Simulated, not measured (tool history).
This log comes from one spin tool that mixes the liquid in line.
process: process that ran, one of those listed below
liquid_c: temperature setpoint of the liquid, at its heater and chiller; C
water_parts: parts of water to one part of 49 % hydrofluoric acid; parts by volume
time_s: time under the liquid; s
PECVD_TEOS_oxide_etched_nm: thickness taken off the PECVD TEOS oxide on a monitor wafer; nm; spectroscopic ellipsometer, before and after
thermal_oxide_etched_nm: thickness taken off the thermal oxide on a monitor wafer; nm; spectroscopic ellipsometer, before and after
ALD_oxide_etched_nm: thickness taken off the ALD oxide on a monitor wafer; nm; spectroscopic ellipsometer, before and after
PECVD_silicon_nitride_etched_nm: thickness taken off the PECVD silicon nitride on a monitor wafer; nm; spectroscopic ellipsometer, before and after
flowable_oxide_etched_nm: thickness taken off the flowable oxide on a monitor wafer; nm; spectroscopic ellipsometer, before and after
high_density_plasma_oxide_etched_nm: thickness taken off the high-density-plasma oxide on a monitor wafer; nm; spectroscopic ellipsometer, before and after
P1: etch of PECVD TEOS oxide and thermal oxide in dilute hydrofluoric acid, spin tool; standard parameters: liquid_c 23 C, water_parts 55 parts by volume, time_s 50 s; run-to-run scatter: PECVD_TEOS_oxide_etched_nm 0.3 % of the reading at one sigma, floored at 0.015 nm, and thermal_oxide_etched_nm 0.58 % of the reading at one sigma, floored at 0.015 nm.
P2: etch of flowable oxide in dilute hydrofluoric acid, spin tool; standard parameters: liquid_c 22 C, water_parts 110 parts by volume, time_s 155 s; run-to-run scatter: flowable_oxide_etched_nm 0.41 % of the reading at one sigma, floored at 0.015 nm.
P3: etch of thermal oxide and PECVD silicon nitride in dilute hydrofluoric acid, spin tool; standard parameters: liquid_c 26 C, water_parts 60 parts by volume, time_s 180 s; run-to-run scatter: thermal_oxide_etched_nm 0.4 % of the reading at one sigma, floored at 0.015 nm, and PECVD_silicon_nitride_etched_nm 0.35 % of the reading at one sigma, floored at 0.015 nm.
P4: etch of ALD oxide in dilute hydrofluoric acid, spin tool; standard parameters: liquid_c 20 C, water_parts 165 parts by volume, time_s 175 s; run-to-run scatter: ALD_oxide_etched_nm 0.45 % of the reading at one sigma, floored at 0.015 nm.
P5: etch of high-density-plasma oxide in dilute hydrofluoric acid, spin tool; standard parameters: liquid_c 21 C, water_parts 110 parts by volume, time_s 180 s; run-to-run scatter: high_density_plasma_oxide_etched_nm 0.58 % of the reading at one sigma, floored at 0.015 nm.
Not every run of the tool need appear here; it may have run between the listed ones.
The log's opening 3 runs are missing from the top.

run	hour	process	liquid_c	water_parts	time_s	PECVD_TEOS_oxide_etched_nm	thermal_oxide_etched_nm	ALD_oxide_etched_nm	PECVD_silicon_nitride_etched_nm	flowable_oxide_etched_nm	high_density_plasma_oxide_etched_nm
4	15.2	P1	17	30	50	17.474	6.228				
5	17.5	P3	26	85	180		10.983		4.5359		
6	22.2	P1	23	20	90	61.825	22.009				
7	26.9	P1	23	55	50	12.022	4.246				
8	31.6	P1	23	55	50	11.97	4.2151				
9	35	P1	23	55	50	12.027	4.2308				
10	38.9	P4	20	165	175			11.717			
11	41.2	P2	22	110	35					11.85	
12	44	P5	28.5	110	180						11.852
13	46.2	P4	17	165	175			10.355			
14	50.3	P1	17	55	50	9.3059	3.3024				
15	54.8	P1	23	55	15	3.6108	1.2476				
16	57.2	P1	23	55	95	22.686	8.0424				
# hour 59.5: thermometer replaced
17	60.7	P4	20	275	175			6.4042			
18	64.4	P1	23	55	50	11.924	4.1747				
19	67.8	P2	22	110	155					51.947	
20	69.9	P3	33	60	180		21.032		9.9541		
21	72.9	P5	21	30	180						36.262
22	75.5	P2	22	20	155					320.01	
23	79	P1	23	25	50	27.317	9.6812				
24	83.3	P3	26	60	360		32.122		12.757		
25	87.9	P4	20	165	175			11.703			
26	92.4	P3	26	60	180		16.106		6.382		
27	94.8	P5	21	110	180						9.0053
28	99.4	P1	23	80	50	7.9775	2.8213				

Run 29, settings as shown, results not yet in. Your forecast:
29	103.2	P2	17	110	155					?	

flowable_oxide_etched_nm: 42.205 nm

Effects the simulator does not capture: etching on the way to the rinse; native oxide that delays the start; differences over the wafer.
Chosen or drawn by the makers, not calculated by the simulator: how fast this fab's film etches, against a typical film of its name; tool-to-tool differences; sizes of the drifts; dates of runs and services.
